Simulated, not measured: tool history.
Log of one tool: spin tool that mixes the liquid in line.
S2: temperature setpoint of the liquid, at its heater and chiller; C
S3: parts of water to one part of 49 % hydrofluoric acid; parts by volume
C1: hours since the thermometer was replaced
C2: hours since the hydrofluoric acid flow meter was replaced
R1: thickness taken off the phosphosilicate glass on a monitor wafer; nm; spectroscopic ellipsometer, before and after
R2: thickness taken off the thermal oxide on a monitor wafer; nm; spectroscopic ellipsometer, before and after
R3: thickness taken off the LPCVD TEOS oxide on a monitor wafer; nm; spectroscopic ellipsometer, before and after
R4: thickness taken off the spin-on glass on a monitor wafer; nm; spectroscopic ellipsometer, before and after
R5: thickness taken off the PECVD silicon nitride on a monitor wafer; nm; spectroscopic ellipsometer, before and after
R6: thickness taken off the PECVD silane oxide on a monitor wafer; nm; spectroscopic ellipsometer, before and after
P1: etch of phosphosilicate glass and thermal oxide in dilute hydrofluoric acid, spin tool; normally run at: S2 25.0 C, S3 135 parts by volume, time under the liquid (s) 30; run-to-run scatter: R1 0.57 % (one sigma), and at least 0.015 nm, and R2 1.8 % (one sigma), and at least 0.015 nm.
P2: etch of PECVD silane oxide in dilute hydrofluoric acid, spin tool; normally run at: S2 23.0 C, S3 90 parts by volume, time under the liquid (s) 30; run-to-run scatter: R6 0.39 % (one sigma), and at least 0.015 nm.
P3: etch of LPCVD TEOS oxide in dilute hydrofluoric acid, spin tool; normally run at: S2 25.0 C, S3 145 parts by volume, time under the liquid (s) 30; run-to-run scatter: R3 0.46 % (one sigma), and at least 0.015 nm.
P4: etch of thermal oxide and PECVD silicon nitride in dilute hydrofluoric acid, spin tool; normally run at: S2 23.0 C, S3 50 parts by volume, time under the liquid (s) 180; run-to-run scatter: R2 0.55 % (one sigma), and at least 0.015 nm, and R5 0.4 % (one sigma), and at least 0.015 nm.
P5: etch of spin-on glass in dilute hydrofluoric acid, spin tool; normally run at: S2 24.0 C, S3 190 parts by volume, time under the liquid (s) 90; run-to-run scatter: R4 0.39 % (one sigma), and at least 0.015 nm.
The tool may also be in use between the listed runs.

Run 1, hour 8.1: process that ran P1, S2 25.0 C, S3 135 parts by volume, time under the liquid (s) 30; C1 1423.7; C2 1147.5. Result: R1 13.7260 nm, R2 1.08960 nm.
Run 2, hour 14.1: process that ran P1, S2 30.5 C, S3 135 parts by volume, time under the liquid (s) 45; C1 1429.7; C2 1153.5. Result: R1 25.3300 nm, R2 2.07710 nm.
Run 3, hour 21.5: process that ran P3, S2 25.0 C, S3 145 parts by volume, time under the liquid (s) 30; C1 1437.1; C2 1160.9. Result: R3 8.9359 nm.
Run 4, hour 27.9: process that ran P1, S2 25.0 C, S3 135 parts by volume, time under the liquid (s) 60; C1 1443.5; C2 1167.3. Result: R1 27.6140 nm, R2 2.22260 nm.
Run 5, hour 33.5: process that ran P5, S2 24.0 C, S3 190 parts by volume, time under the liquid (s) 90; C1 1449.1; C2 1172.9. Result: R4 12.2660 nm.
Run 6, hour 40.9: process that ran P3, S2 25.0 C, S3 145 parts by volume, time under the liquid (s) 15; C1 1456.5; C2 1180.3. Result: R3 4.4427 nm.
Run 7, hour 51.1: process that ran P4, S2 17.0 C, S3 50 parts by volume, time under the liquid (s) 180; C1 1466.7; C2 1190.5. Result: R2 12.75200 nm, R5 4.0291 nm.
At hour 56.0: thermometer replaced.
Run 8, hour 60.1: process that ran P3, S2 18.0 C, S3 145 parts by volume, time under the liquid (s) 30; C1 4.1; C2 1199.5. Result: R3 6.7571 nm.
Run 9, hour 67.7: process that ran P1, S2 25.0 C, S3 135 parts by volume, time under the liquid (s) 30; C1 11.7; C2 1207.1. Result: R1 13.7010 nm, R2 1.10970 nm.
Run 10, hour 76.6: process that ran P1, S2 32.0 C, S3 135 parts by volume, time under the liquid (s) 30; C1 20.6; C2 1216.0. Result: R1 17.7710 nm, R2 1.47100 nm.
Run 11, hour 81.7: process that ran P2, S2 29.0 C, S3 90 parts by volume, time under the liquid (s) 30; C1 25.7; C2 1221.1. Result: R6 8.1212 nm.
Run 12, hour 88.8: process that ran P1, S2 25.0 C, S3 135 parts by volume, time under the liquid (s) 15; C1 32.8; C2 1228.2. Result: R1 6.9062 nm, R2 0.56308 nm.
Run 13, hour 98.0: process that ran P5, S2 32.0 C, S3 190 parts by volume, time under the liquid (s) 90; C1 42.0; C2 1237.4. Result: R4 16.3240 nm.
Run 14, hour 106.0: process that ran P2, S2 23.0 C, S3 90 parts by volume, time under the liquid (s) 60; C1 50.0; C2 1245.4. Result: R6 12.8370 nm.
Run 15, hour 115.1: process that ran P1, S2 25.0 C, S3 135 parts by volume, time under the liquid (s) 30; C1 59.1; C2 1254.5. Result: R1 13.7210 nm, R2 1.10430 nm.
Run 16, hour 120.5: process that ran P1, S2 25.0 C, S3 245 parts by volume, time under the liquid (s) 30; C1 64.5; C2 1259.9. Result: R1 6.7979 nm, R2 0.55869 nm.
Run 17, hour 129.5: process that ran P1, S2 25.0 C, S3 135 parts by volume, time under the liquid (s) 30; C1 73.5; C2 1268.9. Result: R1 13.7390 nm, R2 1.07770 nm.
Run 18, hour 135.9: process that ran P1, S2 25.0 C, S3 135 parts by volume, time under the liquid (s) 30; C1 79.9; C2 1275.3. Result: R1 13.8660 nm, R2 1.13170 nm.
Run 19, hour 146.0: process that ran P1, S2 25.0 C, S3 65 parts by volume, time under the liquid (s) 30; C1 90.0; C2 1285.4. Result: R1 31.0930 nm, R2 2.44860 nm.
Run 20, hour 151.6: process that ran P1, S2 21.0 C, S3 135 parts by volume, time under the liquid (s) 30; C1 95.6; C2 1291.0. Result: R1 11.9040 nm, R2 0.96216 nm.
At hour 156.1: hydrofluoric acid flow meter replaced.
Run 21, hour 160.9: process that ran P5, S2 24.0 C, S3 190 parts by volume, time under the liquid (s) 15; C1 104.9; C2 4.9. Result: R4 2.0356 nm.
Run 22, hour 172.2: process that ran P4, S2 23.0 C, S3 50 parts by volume, time under the liquid (s) 55; C1 116.2; C2 16.2. Result: R2 5.06340 nm, R5 1.8372 nm.
Run 23, hour 179.4: process that ran P1, S2 18.0 C, S3 135 parts by volume, time under the liquid (s) 60; C1 123.4; C2 23.4. Result: R1 21.0170 nm, R2 1.66460 nm.
Run 24, hour 186.7: process that ran P5, S2 24.0 C, S3 325 parts by volume, time under the liquid (s) 90; C1 130.7; C2 30.7. Result: R4 6.2453 nm.
Run 25, hour 192.7: process that ran P2, S2 23.0 C, S3 20 parts by volume, time under the liquid (s) 30; C1 136.7; C2 36.7. Result: R6 31.6950 nm.
Run 26, hour 199.5: process that ran P1, S2 25.0 C, S3 135 parts by volume, time under the liquid (s) 30; C1 143.5; C2 43.5. Result: R1 13.8390 nm, R2 1.09590 nm.
Run 27, hour 210.0: process that ran P3, S2 25.0 C, S3 40 parts by volume, time under the liquid (s) 30; C1 154.0; C2 54.0. Result: R3 36.8300 nm.
Run 28, hour 221.7: process that ran P4, S2 23.0 C, S3 50 parts by volume, time under the liquid (s) 180; C1 165.7; C2 65.7. Result: R2 16.34100 nm, R5 6.0473 nm.
Run 29, hour 228.0: process that ran P4, S2 23.0 C, S3 90 parts by volume, time under the liquid (s) 180; C1 172.0; C2 72.0. Result: R2 8.71000 nm, R5 3.4150 nm.
Run 30, hour 237.9: process that ran P2, S2 23.0 C, S3 90 parts by volume, time under the liquid (s) 30; C1 181.9; C2 81.9. Result: R6 6.3419 nm.
Run 31, hour 246.6: process that ran P1, S2 25.0 C, S3 135 parts by volume, time under the liquid (s) 30; C1 190.6; C2 90.6. Result: R1 13.7150 nm, R2 1.12910 nm.
Run 32, hour 254.0: process that ran P1, S2 25.0 C, S3 135 parts by volume, time under the liquid (s) 30; C1 198.0; C2 98.0. Result: R1 14.0990 nm, R2 1.17410 nm.
Run 33, hour 263.9: process that ran P1, S2 25.0 C, S3 135 parts by volume, time under the liquid (s) 30; C1 207.9; C2 107.9. Result: R1 14.1200 nm, R2 1.08590 nm.
Run 34, hour 270.5: process that ran P1, S2 25.0 C, S3 135 parts by volume, time under the liquid (s) 30; C1 214.5; C2 114.5. Result: R1 14.4060 nm, R2 1.15930 nm.
Run 35, hour 282.0: process that ran P1, S2 25.0 C, S3 135 parts by volume, time under the liquid (s) 30; C1 226.0; C2 126.0. Result: R1 14.4300 nm, R2 1.14840 nm.
Run 36, hour 289.0: process that ran P1, S2 25.0 C, S3 135 parts by volume, time under the liquid (s) 30; C1 233.0; C2 133.0. Result: R1 14.4280 nm, R2 1.15050 nm.
Run 37, hour 295.6: process that ran P1, S2 25.0 C, S3 135 parts by volume, time under the liquid (s) 30; C1 239.6; C2 139.6. Result: R1 14.5300 nm, R2 1.15900 nm.
Run 38, hour 305.0: process that ran P1, S2 25.0 C, S3 135 parts by volume, time under the liquid (s) 30; C1 249.0; C2 149.0. Result: R1 14.5870 nm, R2 1.15640 nm.
Run 39, hour 313.2: process that ran P1, S2 25.0 C, S3 135 parts by volume, time under the liquid (s) 30; C1 257.2; C2 157.2. Result: R1 14.5310 nm, R2 1.18620 nm.
Run 40, hour 322.1: process that ran P1, S2 25.0 C, S3 135 parts by volume, time under the liquid (s) 30; C1 266.1; C2 166.1. Result: R1 14.5840 nm, R2 1.15140 nm.

What P1 gives has crept away from where it was. These 2 causes fit the log equally well, each at the size given:
A: hydrofluoric acid flow above the setpoint (%) = 4.86
B: liquid hotter than its thermometer reads (K) = 1.45
The creep began at about hour 246.6.

4 check runs are offered, one wafer each, their results left as question marks. Which one tells the causes apart?
Run check 1, hour 331.0: process that ran P4, S2 18.0 C, S3 90 parts by volume, time under the liquid (s) 180. Result: R2 ?, R5 ?.
Run check 2, hour 331.0: process that ran P2, S2 28.0 C, S3 90 parts by volume, time under the liquid (s) 30. Result: R6 ?.
Run check 3, hour 331.0: process that ran P5, S2 29.0 C, S3 190 parts by volume, time under the liquid (s) 90. Result: R4 ?.
Run check 4, hour 331.0: process that ran P3, S2 20.5 C, S3 145 parts by volume, time under the liquid (s) 30. Result: R3 ?.

What each check would give under each cause:
  check  result     if A     if B
check 1      R2  7.46430  7.52910
check 1      R5   2.5490   2.6905
check 2      R6   8.2120   8.2309
check 3      R4  15.5890  15.4710
check 4      R3   7.8788   7.8991
How far apart the two closest causes lie, in the result that separates them most: check 1 5.4 %; check 2 0.23 %; check 3 0.76 %; check 4 0.26 %
Check 1 tells the causes apart: in the others they would give nearly the same result.

Then check 1 was run and gave: R2 7.42630 nm; R5 2.5468 nm. Which cause is it?

It is A: hydrofluoric acid flow above the setpoint (%).
